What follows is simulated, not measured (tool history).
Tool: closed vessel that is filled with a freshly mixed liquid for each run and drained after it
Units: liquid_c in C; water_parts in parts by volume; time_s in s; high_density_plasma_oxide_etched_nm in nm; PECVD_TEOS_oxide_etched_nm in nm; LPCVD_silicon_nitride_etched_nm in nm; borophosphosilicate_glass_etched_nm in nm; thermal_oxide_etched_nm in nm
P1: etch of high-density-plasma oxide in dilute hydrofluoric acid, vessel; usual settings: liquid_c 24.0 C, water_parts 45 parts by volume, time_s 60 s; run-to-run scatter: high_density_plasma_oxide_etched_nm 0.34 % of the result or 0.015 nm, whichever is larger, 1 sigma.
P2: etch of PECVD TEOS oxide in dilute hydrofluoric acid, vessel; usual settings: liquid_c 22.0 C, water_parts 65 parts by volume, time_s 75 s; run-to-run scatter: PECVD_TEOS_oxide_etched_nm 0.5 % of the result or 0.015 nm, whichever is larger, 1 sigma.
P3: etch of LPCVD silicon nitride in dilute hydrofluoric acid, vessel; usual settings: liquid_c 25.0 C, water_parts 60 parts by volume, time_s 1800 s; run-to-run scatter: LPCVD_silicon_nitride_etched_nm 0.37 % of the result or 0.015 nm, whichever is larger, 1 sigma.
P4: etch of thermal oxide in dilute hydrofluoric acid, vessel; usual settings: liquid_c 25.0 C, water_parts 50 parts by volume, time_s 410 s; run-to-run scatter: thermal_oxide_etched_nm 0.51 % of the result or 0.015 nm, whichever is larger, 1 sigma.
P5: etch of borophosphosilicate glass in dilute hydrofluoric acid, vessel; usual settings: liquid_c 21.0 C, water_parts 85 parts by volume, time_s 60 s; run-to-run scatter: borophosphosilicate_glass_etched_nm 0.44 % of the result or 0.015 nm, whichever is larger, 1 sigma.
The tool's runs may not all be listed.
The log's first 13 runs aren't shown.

run	hour	process	liquid_c	water_parts	time_s	high_density_plasma_oxide_etched_nm	PECVD_TEOS_oxide_etched_nm	LPCVD_silicon_nitride_etched_nm	borophosphosilicate_glass_etched_nm	thermal_oxide_etched_nm
14	146.9	P1	24.0	20	60	28.1300				
15	153.5	P4	25.0	50	690					72.197
16	161.3	P5	21.0	85	110				53.725	
17	175.7	P5	21.0	115	60				20.799	
18	186.3	P4	31.0	50	410					54.553
19	201.0	P4	25.0	50	410					42.725
20	208.4	P1	24.0	45	60	12.1020				
21	219.5	P4	25.0	50	410					42.795
22	232.9	P1	24.0	45	60	12.0150				
23	239.8	P2	22.0	65	125		28.751			
24	253.8	P3	25.0	60	1800			14.3430		
25	260.5	P1	24.0	70	60	7.5440				
26	271.5	P3	25.0	20	1800			41.7940		
27	286.1	P4	25.0	25	410					88.018
28	294.4	P1	19.0	45	60	9.7787				
29	306.0	P5	27.0	85	60				36.849	
30	312.4	P5	21.0	85	60				29.149	
31	322.2	P3	31.5	60	1800			21.8910		
32	328.7	P1	24.0	45	60	12.2180				
33	343.2	P1	24.0	45	60	11.6800				

The next listed run, before its measurement:
34	350.3	P1	24.0	45	60	?				

high_density_plasma_oxide_etched_nm: 11.7210 nm

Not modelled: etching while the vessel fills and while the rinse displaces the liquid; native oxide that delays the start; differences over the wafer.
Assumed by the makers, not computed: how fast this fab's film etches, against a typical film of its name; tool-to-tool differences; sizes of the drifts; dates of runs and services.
